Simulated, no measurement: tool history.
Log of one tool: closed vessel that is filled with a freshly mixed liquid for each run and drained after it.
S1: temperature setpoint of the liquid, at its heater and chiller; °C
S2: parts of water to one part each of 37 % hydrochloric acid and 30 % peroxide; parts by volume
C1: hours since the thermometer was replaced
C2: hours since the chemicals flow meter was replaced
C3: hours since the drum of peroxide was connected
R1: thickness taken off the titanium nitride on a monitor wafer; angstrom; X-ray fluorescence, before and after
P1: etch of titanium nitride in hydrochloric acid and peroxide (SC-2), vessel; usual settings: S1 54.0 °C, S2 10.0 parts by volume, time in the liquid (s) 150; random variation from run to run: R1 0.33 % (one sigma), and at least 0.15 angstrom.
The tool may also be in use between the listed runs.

{"run": 1, "day": 0.483, "S1": 54.0, "S2": 10.0, "time in the liquid (s)": 150, "C1": 473.3, "C2": 1204.5, "C3": 788.5, "R1": 67.113}
{"run": 2, "day": 0.933, "S1": 54.0, "S2": 17.5, "time in the liquid (s)": 150, "C1": 484.1, "C2": 1215.3, "C3": 799.3, "R1": 41.899}
{"run": 3, "day": 1.408, "S1": 38.5, "S2": 10.0, "time in the liquid (s)": 150, "C1": 495.5, "C2": 1226.7, "C3": 810.7, "R1": 23.047}
{"run": 4, "day": 1.904, "S1": 46.0, "S2": 10.0, "time in the liquid (s)": 210, "C1": 507.4, "C2": 1238.6, "C3": 822.6, "R1": 55.523}
{"run": 5, "day": 2.242, "S1": 54.0, "S2": 10.0, "time in the liquid (s)": 290, "C1": 515.5, "C2": 1246.7, "C3": 830.7, "R1": 131.22}
{"day": 2.417, "done": "new drum of peroxide connected"}
{"run": 6, "day": 2.717, "S1": 69.0, "S2": 10.0, "time in the liquid (s)": 150, "C1": 526.9, "C2": 1258.1, "C3": 7.3, "R1": 173.11}
{"run": 7, "day": 3.192, "S1": 54.0, "S2": 10.0, "time in the liquid (s)": 150, "C1": 538.3, "C2": 1269.5, "C3": 18.7, "R1": 67.927}
{"run": 8, "day": 3.767, "S1": 54.0, "S2": 10.0, "time in the liquid (s)": 30, "C1": 552.1, "C2": 1283.3, "C3": 32.5, "R1": 13.458}
{"run": 9, "day": 4.125, "S1": 54.0, "S2": 10.0, "time in the liquid (s)": 150, "C1": 560.7, "C2": 1291.9, "C3": 41.1, "R1": 67.91}
{"run": 10, "day": 4.592, "S1": 54.0, "S2": 10.0, "time in the liquid (s)": 150, "C1": 571.9, "C2": 1303.1, "C3": 52.3, "R1": 68.022}
{"run": 11, "day": 4.983, "S1": 54.0, "S2": 4.0, "time in the liquid (s)": 150, "C1": 581.3, "C2": 1312.5, "C3": 61.7, "R1": 135.0}
{"run": 12, "day": 5.462, "S1": 68.0, "S2": 10.0, "time in the liquid (s)": 295, "C1": 592.8, "C2": 1324.0, "C3": 73.2, "R1": 316.45}
{"run": 13, "day": 6.067, "S1": 54.0, "S2": 10.0, "time in the liquid (s)": 150, "C1": 607.3, "C2": 1338.5, "C3": 87.7, "R1": 67.622}
{"run": 14, "day": 6.5, "S1": 54.0, "S2": 10.0, "time in the liquid (s)": 150, "C1": 617.7, "C2": 1348.9, "C3": 98.1, "R1": 67.606}
{"run": 15, "day": 6.812, "S1": 54.0, "S2": 10.0, "time in the liquid (s)": 150, "C1": 625.2, "C2": 1356.4, "C3": 105.6, "R1": 66.243}
{"run": 16, "day": 7.354, "S1": 54.0, "S2": 10.0, "time in the liquid (s)": 150, "C1": 638.2, "C2": 1369.4, "C3": 118.6, "R1": 64.915}
{"day": 7.721, "done": "new drum of peroxide connected"}
{"run": 17, "day": 7.971, "S1": 54.0, "S2": 10.0, "time in the liquid (s)": 150, "C1": 653.0, "C2": 1384.2, "C3": 6.0, "R1": 63.923}
{"run": 18, "day": 8.588, "S1": 54.0, "S2": 10.0, "time in the liquid (s)": 150, "C1": 667.8, "C2": 1399.0, "C3": 20.8, "R1": 63.667}
{"run": 19, "day": 9.2, "S1": 54.0, "S2": 10.0, "time in the liquid (s)": 150, "C1": 682.5, "C2": 1413.7, "C3": 35.5, "R1": 63.123}

Run 20 comes next. What will it give?
{"run": 20, "day": 9.571, "S1": 54.0, "S2": 10.0, "time in the liquid (s)": 150, "C1": 691.4, "C2": 1422.6, "C3": 44.4, "R1": "?"}

R1: 63.397 angstrom

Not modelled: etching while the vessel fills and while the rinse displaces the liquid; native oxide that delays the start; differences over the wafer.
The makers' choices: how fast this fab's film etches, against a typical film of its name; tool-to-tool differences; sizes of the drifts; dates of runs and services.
